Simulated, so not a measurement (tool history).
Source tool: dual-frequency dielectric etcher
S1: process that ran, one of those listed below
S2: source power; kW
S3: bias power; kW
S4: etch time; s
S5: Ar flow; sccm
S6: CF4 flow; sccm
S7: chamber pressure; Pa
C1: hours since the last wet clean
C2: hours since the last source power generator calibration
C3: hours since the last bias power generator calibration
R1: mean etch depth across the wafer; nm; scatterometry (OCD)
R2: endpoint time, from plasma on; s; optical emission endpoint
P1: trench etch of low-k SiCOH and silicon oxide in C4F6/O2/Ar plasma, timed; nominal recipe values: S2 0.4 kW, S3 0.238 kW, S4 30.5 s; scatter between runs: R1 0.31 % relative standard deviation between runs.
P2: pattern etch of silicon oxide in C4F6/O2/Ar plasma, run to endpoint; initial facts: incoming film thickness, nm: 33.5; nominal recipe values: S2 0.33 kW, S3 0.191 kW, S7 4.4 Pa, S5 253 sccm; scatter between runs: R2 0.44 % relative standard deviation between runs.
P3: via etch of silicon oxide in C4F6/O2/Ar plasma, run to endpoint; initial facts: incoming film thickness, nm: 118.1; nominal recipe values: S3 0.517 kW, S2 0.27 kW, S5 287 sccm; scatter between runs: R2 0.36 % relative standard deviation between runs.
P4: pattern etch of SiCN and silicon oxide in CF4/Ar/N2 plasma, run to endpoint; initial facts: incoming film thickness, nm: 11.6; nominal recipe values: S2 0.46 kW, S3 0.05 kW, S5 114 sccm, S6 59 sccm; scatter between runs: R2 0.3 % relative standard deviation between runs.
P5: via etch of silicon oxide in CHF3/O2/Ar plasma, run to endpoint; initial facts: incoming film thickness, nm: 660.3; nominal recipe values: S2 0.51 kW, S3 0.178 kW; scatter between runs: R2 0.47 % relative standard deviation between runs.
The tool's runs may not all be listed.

run	hour	S1	S2	S3	S4	S5	S6	S7	C1	C2	C3	R1	R2
1	9.9	P1	0.4	0.238	30.5				364.9	727.8	2354.1	108.44	
2	21.4	P1	0.31	0.238	30.5				376.4	739.3	2365.6	98.508	
3	32.6	P1	0.54	0.238	30.5				387.6	750.5	2376.8	121.54	
4	48.3	P4	0.35	0.05		114	59		403.3	766.2	2392.5		19.465
5	63.4	P4	0.46	0.05		69	59		418.4	781.3	2407.6		14.128
6	71.2	P4	0.46	0.05		114	59		426.2	789.1	2415.4		15.397
7	84.2	P5	0.51	0.138					439.2	802.1	2428.4		387.41
8	95.4	P4	0.46	0.05		114	59		450.4	813.3	2439.6		15.359
9	107.9	P5	0.73	0.178					462.9	825.8	2452.1		311.75
10	121.5	P1	0.4	0.164	23				476.5	839.4	2465.7	72.125	
11	130.1	P2	0.33	0.191		253		3.3	485.1	848	2474.3		10.599
12	140.5	P2	0.33	0.191		253		4.4	495.5	858.4	2484.7		11
13	156.1	P1	0.4	0.162	30.5				511.1	874	2500.3	95.419	
14	166.8	P1	0.4	0.238	30.5				521.8	884.7	2511	107.95	
15	174.6	P3	0.27	0.344		287			529.6	892.5	2518.8		33.555
16	188.1	P1	0.4	0.238	30.5				543.1	906	2532.3	108.03	
17	197.6	P3	0.27	0.517		339			552.6	915.5	2541.8		29.176
18	209.9	P1	0.4	0.238	30.5				564.9	927.8	2554.1	108.47	
19	218.4	P4	0.46	0.03		114	59		573.4	936.3	2562.6		17.94
# hour 221.5: bias power generator calibrated
20	232.1	P1	0.4	0.331	30.5				587.1	950	10.7	121.32	
21	247.5	P2	0.33	0.191		199		4.4	602.5	965.4	26.1		10.684
22	255.9	P5	0.51	0.178					610.9	973.8	34.5		359.33
23	271.7	P3	0.27	0.517		287			626.7	989.6	50.3		28.737
24	281.5	P2	0.27	0.191		253		4.4	636.5	999.4	60.1		11.849
25	296.8	P1	0.4	0.238	30.5				651.8	1014.7	75.4	107.84	
26	310.5	P4	0.46	0.05		114	77		665.5	1028.4	89.1		14.542
27	317.9	P1	0.4	0.238	20				672.9	1035.8	96.5	70.648	
28	330.6	P1	0.4	0.238	43				685.6	1048.5	109.2	152.95	
29	345.1	P3	0.34	0.517		287			700.1	1063	123.7		26.425
30	353.1	P2	0.33	0.263		253		4.4	708.1	1071	131.7		9.8765
31	367.2	P1	0.4	0.238	30.5				722.2	1085.1	145.8	108.23	
32	380.2	P1	0.4	0.238	30.5				735.2	1098.1	158.8	108.98	
33	388.4	P1	0.4	0.238	30.5				743.4	1106.3	167	109.26	
34	404.8	P1	0.4	0.238	30.5				759.8	1122.7	183.4	109.3	
# hour 410.4: wet clean of the chamber
35	420.9	P1	0.4	0.238	30.5				10.6	1138.8	199.5	109.65	
36	430	P1	0.4	0.238	30.5				19.7	1147.9	208.6	110.29	
37	443.2	P1	0.4	0.238	30.5				32.9	1161.1	221.8	110.16	
38	451.9	P1	0.4	0.238	30.5				41.6	1169.8	230.5	110.4	

P1 has crept away from where it was. The log is fitted equally well by each of these 2 causes, at the sizes shown:
A: source power that arrives over what is set, % = 4.15
B: bias power that arrives over what is set, % = 4.75
The onset of the drift is placed at about hour 367.2.
All other causes, with the reason each is excluded:
chamber walls in a state that raises the etch rate, %: serviced at hour 410.4, which brought nothing back

4 check runs are offered, one wafer each, their results left as question marks. Which one tells the causes apart?
check 1	460.6	P5	0.72	0.178									?
check 2	460.6	P3	0.27	0.353		338							?
check 3	460.6	P2	0.33	0.263		215		4.4					?
check 4	460.6	P4	0.46	0.05		91	59						?

How each check would come out, cause by cause:
check	result	if A	if B
check 1	R2	308.79	308.85
check 2	R2	33.196	33.139
check 3	R2	9.5328	9.5269
check 4	R2	14.226	14.537
Distance between the nearest two causes, measured in the result of the check that separates them most: check 1 0.02 %; check 2 0.17 %; check 3 0.06 %; check 4 2.16 %
Only check 4 tells the causes apart: in the others they would give nearly the same result.

Then check 4 was run and gave: R2 14.579 s. Which cause is it?

B is the cause: bias power that arrives over what is set, %.

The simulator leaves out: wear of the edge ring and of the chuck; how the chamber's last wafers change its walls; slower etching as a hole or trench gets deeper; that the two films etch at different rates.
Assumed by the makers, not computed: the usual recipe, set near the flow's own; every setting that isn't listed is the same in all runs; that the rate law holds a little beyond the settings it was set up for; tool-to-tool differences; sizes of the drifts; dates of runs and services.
